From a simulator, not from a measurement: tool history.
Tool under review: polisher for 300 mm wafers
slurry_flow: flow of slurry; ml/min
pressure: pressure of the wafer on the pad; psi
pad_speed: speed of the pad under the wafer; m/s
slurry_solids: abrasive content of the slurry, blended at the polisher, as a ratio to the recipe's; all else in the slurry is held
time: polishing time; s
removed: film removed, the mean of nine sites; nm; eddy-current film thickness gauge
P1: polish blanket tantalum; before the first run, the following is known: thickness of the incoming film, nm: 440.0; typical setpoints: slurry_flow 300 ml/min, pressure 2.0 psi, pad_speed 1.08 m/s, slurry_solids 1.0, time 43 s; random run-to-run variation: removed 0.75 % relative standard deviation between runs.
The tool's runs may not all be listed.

run	day	slurry_flow	pressure	pad_speed	slurry_solids	time	wafers polished on this pad	hours since the slurry nozzle was cleaned	hours since the head pressure was calibrated	hours since the slurry blender was calibrated	removed
1	0.179	300	2.0	1.08	1.0	43	487	52.9	312.3	193.0	82.303
2	0.358	300	1.0	1.08	1.0	43	554	57.2	316.6	197.3	40.727
3	0.733	300	2.0	1.08	1.0	43	695	66.2	325.6	206.3	81.771
4	1.012	300	2.0	1.08	1.4	43	800	72.9	332.3	213.0	88.483
5	1.217	180	2.7	1.08	1.0	43	876	77.8	337.2	217.9	104.210
6	1.408	300	2.0	1.68	1.0	43	948	82.4	341.8	222.5	127.280
7	1.671	180	2.0	1.08	1.0	43	1047	88.7	348.1	228.8	77.962
8	1.979	300	2.0	1.08	1.0	43	1163	96.1	355.5	236.2	81.381
9	2.200	300	2.0	0.58	1.0	43	1246	101.4	360.8	241.5	44.054
10	2.404	300	2.7	1.08	1.0	43	1322	106.3	365.7	246.4	110.870
11	2.633	300	2.0	1.36	1.0	60	1408	111.8	371.2	251.9	143.250
12	2.842	300	2.0	1.08	1.0	66	1487	116.8	376.2	256.9	126.810
13	3.054	445	2.0	1.08	1.0	43	1566	121.9	381.3	262.0	85.500
14	3.250	300	2.0	1.08	1.0	43	1640	126.6	386.0	266.7	82.073
15	3.633	300	2.0	1.08	0.6	43	1784	135.8	395.2	275.9	68.161
16	4.000	300	2.0	1.08	1.0	43	1922	144.6	404.0	284.7	82.262
17	4.254	300	2.0	1.08	1.0	25	2017	150.7	410.1	290.8	48.295
18	4.608	300	2.0	1.08	1.0	43	2150	159.2	418.6	299.3	81.576
19	4.971	300	2.0	1.08	1.0	43	2286	167.9	427.3	308.0	77.876

Predict the results of run 20:
20	5.208	300	2.0	1.08	1.0	43	2375	173.6	433.0	313.7	?

{"run 20": {"removed": 77.546}}
